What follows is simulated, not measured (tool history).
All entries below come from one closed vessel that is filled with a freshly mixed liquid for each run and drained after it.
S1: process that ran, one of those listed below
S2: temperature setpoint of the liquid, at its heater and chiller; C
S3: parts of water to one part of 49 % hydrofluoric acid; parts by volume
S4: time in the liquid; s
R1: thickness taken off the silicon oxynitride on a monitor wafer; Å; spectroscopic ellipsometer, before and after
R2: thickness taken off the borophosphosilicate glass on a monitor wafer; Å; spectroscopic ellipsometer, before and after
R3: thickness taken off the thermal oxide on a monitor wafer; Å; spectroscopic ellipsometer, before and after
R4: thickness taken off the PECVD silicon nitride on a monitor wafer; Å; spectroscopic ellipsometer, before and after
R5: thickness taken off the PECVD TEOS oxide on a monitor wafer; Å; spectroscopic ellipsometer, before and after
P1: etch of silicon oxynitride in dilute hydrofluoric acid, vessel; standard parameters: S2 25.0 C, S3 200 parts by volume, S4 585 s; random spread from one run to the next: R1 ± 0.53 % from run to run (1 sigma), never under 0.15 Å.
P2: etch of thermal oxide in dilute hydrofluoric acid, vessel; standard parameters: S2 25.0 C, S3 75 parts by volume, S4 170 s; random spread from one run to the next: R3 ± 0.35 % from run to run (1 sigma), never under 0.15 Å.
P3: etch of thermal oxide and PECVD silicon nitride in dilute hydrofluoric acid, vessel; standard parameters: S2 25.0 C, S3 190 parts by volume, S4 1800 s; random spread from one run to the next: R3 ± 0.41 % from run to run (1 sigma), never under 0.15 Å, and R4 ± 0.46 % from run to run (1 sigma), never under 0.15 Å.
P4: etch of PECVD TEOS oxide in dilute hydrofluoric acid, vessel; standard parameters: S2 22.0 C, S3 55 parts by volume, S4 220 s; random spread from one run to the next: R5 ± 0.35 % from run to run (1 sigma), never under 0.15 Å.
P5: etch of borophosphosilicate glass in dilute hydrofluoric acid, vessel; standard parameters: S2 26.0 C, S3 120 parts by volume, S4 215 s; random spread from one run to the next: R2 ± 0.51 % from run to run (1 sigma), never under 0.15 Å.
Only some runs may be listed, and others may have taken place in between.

run,hour,S1,S2,S3,S4,R1,R2,R3,R4,R5
1,3.3,P1,25.0,200,585,55.2040,,,,
2,7.9,P5,18.0,120,215,,388.03,,,
3,12.2,P1,31.0,200,585,71.2420,,,,
4,15.7,P5,26.0,120,215,,541.89,,,
5,21.2,P1,25.0,200,585,54.9770,,,,
6,25.2,P3,25.0,190,1800,,,421.480,272.23,
7,30.3,P1,20.5,200,585,44.9780,,,,
8,36.3,P1,25.0,200,585,55.2080,,,,
9,43.4,P1,25.0,65,585,191.6100,,,,
10,48.8,P3,25.0,90,1800,,,1004.200,571.49,
11,56.0,P3,17.5,190,1800,,,317.130,168.08,
12,60.9,P4,22.0,100,220,,,,,296.79
13,66.3,P1,25.0,200,60,5.6254,,,,
14,73.3,P4,22.0,55,220,,,,,569.58
15,80.3,P3,25.0,190,3350,,,782.120,504.44,
16,84.4,P2,25.0,20,170,,,457.360,,
17,91.3,P1,25.0,200,585,55.6920,,,,
18,94.8,P5,26.0,25,215,,2952.20,,,
19,100.1,P2,25.0,75,170,,,112.380,,
20,104.4,P2,32.0,75,170,,,148.730,,
21,111.2,P1,25.0,315,585,31.8130,,,,
22,114.7,P1,25.0,125,1090,176.3200,,,,
23,118.9,P4,30.0,55,220,,,,,787.45
24,124.1,P1,25.0,200,585,55.4480,,,,
25,127.9,P1,25.0,110,815,151.1300,,,,
26,131.5,P4,22.0,55,395,,,,,1022.70
27,138.4,P2,25.0,75,30,,,20.031,,
28,142.8,P5,26.0,120,215,,532.61,,,
29,146.9,P1,25.0,200,870,82.8520,,,,
30,154.1,P5,26.0,120,325,,805.19,,,
31,158.6,P2,25.0,75,170,,,112.800,,
32,162.7,P1,25.0,200,585,55.2620,,,,
33,167.2,P1,25.0,200,585,53.4270,,,,
34,174.2,P1,25.0,200,585,53.2010,,,,
35,178.6,P1,25.0,200,585,51.9340,,,,
36,184.1,P1,25.0,200,585,51.8900,,,,
37,191.5,P1,25.0,200,585,51.2190,,,,
38,195.4,P1,25.0,200,585,51.5350,,,,
39,202.0,P1,25.0,200,585,50.7110,,,,
40,206.9,P1,25.0,200,585,50.7480,,,,
41,210.5,P1,25.0,200,585,50.4220,,,,
42,215.9,P1,25.0,200,585,51.0050,,,,
43,219.3,P1,25.0,200,585,50.6850,,,,

What P1 gives has crept away from where it was. These 2 causes fit the log equally well, each at the size given:
A: hydrofluoric acid flow below the setpoint (%) = 7.5
B: liquid colder than its thermometer reads (K) = 2.03
Creep in the process output first set in at about hour 162.7.

Below are 4 check runs, each on a single wafer, with their results shown as question marks. Which of them would tell the listed causes apart, meaning the causes would give clearly different results under it?
check 1,222.7,P3,25.0,190,1800,,,?,?,
check 2,222.7,P5,26.0,120,215,,?,,,
check 3,222.7,P4,22.0,55,220,,,,,?
check 4,222.7,P2,25.0,75,170,,,?,,

How each check would come out, cause by cause:
check,result,if A,if B
check 1,R3,383.960,391.490
check 1,R4,252.03,239.43
check 2,R2,489.39,495.05
check 3,R5,524.04,523.15
check 4,R3,103.640,104.050
How far apart the two closest causes lie, in the result that separates them most: check 1 5.13 %; check 2 1.15 %; check 3 0.17 %; check 4 0.39 %
Only in check 1 would the causes give clearly different results; in the remaining checks their results would be nearly the same.

Running check 1 produced the following: R3 393.050 Å; R4 241.19 Å. Which one of the listed causes fits?

The cause is B: liquid colder than its thermometer reads (K).
